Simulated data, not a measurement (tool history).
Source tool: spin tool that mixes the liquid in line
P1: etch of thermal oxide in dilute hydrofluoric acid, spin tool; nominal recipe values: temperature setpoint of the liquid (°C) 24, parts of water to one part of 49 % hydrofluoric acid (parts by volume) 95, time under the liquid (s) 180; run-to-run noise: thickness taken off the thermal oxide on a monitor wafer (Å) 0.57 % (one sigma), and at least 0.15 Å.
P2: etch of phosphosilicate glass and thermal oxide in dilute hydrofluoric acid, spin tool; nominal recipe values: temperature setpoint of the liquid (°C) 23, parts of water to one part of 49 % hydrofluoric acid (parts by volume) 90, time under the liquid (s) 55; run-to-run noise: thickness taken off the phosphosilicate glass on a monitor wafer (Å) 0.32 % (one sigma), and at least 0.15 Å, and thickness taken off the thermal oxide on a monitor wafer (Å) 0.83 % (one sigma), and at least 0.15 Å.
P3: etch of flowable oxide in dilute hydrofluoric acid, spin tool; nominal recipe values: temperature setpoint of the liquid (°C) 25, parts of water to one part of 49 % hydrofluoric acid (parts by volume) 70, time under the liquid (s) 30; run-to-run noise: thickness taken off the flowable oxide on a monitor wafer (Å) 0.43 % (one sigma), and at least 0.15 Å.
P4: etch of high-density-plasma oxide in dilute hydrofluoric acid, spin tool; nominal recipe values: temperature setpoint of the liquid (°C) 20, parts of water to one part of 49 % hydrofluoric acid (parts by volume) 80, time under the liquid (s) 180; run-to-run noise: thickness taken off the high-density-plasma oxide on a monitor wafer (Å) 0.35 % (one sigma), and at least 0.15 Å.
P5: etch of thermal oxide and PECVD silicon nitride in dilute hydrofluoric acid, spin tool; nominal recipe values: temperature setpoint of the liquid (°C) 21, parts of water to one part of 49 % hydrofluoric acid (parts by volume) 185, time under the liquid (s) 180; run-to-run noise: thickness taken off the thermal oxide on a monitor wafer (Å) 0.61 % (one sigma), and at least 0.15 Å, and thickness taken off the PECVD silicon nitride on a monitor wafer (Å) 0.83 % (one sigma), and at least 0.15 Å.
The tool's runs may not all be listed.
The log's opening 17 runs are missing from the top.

run,hour,process that ran,temperature setpoint of the liquid (°C),parts of water to one part of 49 % hydrofluoric acid (parts by volume),time under the liquid (s),hours since the thermometer was replaced,hours since the hydrofluoric acid flow meter was replaced,thickness taken off the thermal oxide on a monitor wafer (Å),thickness taken off the high-density-plasma oxide on a monitor wafer (Å),thickness taken off the flowable oxide on a monitor wafer (Å),thickness taken off the phosphosilicate glass on a monitor wafer (Å),thickness taken off the PECVD silicon nitride on a monitor wafer (Å)
18,224.2,P4,20,135,180,144,176.3,,59.516,,,
19,236.7,P4,20,80,180,156.5,188.8,,107.43,,,
20,250.2,P2,23,40,55,170,202.3,67.478,,,1367.9,
21,261.1,P5,27.5,185,180,180.9,213.2,48.998,,,,43.976
22,272.6,P1,24,95,180,192.4,224.7,96.478,,,,
23,287.8,P1,24,140,180,207.6,239.9,62.304,,,,
24,301.4,P3,25,70,15,221.2,253.5,,,62.326,,
25,309.2,P1,24,95,90,229,261.3,48.084,,,,
26,318,P4,20,80,180,237.8,270.1,,106.08,,,
27,325.9,P3,31,70,30,245.7,278,,,159.41,,
28,339.4,P2,23,90,55,259.2,291.5,28.305,,,571.29,
29,347.3,P1,24,95,180,267.1,299.4,96.902,,,,
30,355.1,P1,24,95,180,274.9,307.2,96.825,,,,
31,365.1,P1,24,95,180,284.9,317.2,98.411,,,,
32,379.7,P1,24,95,180,299.5,331.8,100.74,,,,
33,394.4,P1,24,95,180,314.2,346.5,101.22,,,,
34,404.6,P1,24,95,180,324.4,356.7,102.36,,,,
35,422.3,P1,24,95,180,342.1,374.4,102.67,,,,
36,437.7,P1,24,95,180,357.5,389.8,103.3,,,,
37,454.1,P1,24,95,180,373.9,406.2,104.38,,,,
38,465.5,P1,24,95,180,385.3,417.6,103.16,,,,
39,480.6,P1,24,95,180,400.4,432.7,103.93,,,,
40,490.9,P1,24,95,180,410.7,443,102.3,,,,

What does the tool deliver on the next run?
41,506.1,P1,24,95,180,425.9,458.2,?,,,,

thickness taken off the thermal oxide on a monitor wafer (Å): 104.18

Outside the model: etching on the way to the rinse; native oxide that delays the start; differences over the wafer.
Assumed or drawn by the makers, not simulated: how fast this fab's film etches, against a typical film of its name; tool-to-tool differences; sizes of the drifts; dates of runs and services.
